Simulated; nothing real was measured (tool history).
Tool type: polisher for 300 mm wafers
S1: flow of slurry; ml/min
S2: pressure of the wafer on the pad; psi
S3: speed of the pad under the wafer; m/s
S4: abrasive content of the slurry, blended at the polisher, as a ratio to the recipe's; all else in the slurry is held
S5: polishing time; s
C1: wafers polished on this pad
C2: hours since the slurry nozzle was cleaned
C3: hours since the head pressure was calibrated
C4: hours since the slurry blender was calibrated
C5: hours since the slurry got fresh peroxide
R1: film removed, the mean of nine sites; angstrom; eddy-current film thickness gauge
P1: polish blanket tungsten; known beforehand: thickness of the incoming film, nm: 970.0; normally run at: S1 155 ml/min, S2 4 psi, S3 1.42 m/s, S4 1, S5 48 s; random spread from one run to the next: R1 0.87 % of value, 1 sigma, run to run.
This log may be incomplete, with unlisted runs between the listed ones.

run    day   S1   S2    S3    S4  S5    C1     C2     C3     C4     C5      R1
  1  0.383  155    4  1.42     1  48   619  296.1  500.9  178.8   99.3  2836.4
  2   0.75  155    4  2.08     1  26   692  304.9  509.7  187.6  108.1  2249.5
  3  1.008  155    4   0.7     1  48   744  311.1  515.9  193.8  114.3  1402.8
  4  1.267  155    4  1.42     1  48   795  317.3  522.1    200  120.5  2830.4
  5  1.496  240    4  1.42     1  48   841  322.8  527.6  205.5    126  3035.6
  6  1.783  155    4  1.42  1.25  48   898  329.7  534.5  212.4  132.9    3044
  7  2.129  155    4  1.96     1  27   967    338  542.8  220.7  141.2  2194.1
  8  2.308  155  1.8  1.42     1  48  1003  342.3  547.1    225  145.5    1294
  9    2.6  155  2.4  1.42  0.55  48  1061  349.3  554.1    232  152.5  1476.3
 10  2.825  155    4  1.42     1  76  1106  354.7  559.5  237.4  157.9  4536.8
 11  3.058  155    4  1.42     1  48  1153  360.3  565.1    243  163.5  2835.5
 12  3.308  155    4  1.42     1  48  1203  366.3  571.1    249  169.5    2824
     3.412  -- head pressure recalibrated
 13  3.558  155    4  1.42     1  35  1253  372.3    3.6    255  175.5  2060.4
 14  3.892  155    4  1.42   0.6  48  1319  380.3   11.6    263  183.5  2534.8
 15   4.15   95    4  1.42     1  48  1371  386.5   17.8  269.2  189.7    2630
 16  4.529  155    4  1.92     1  48  1446  395.6   26.9  278.3  198.8  3896.7

Forecast run 17:
 17  4.721  155  5.1  1.42   1  48  1485  400.2  31.5  282.9  203.4   ?

R1: 3664.3 angstrom
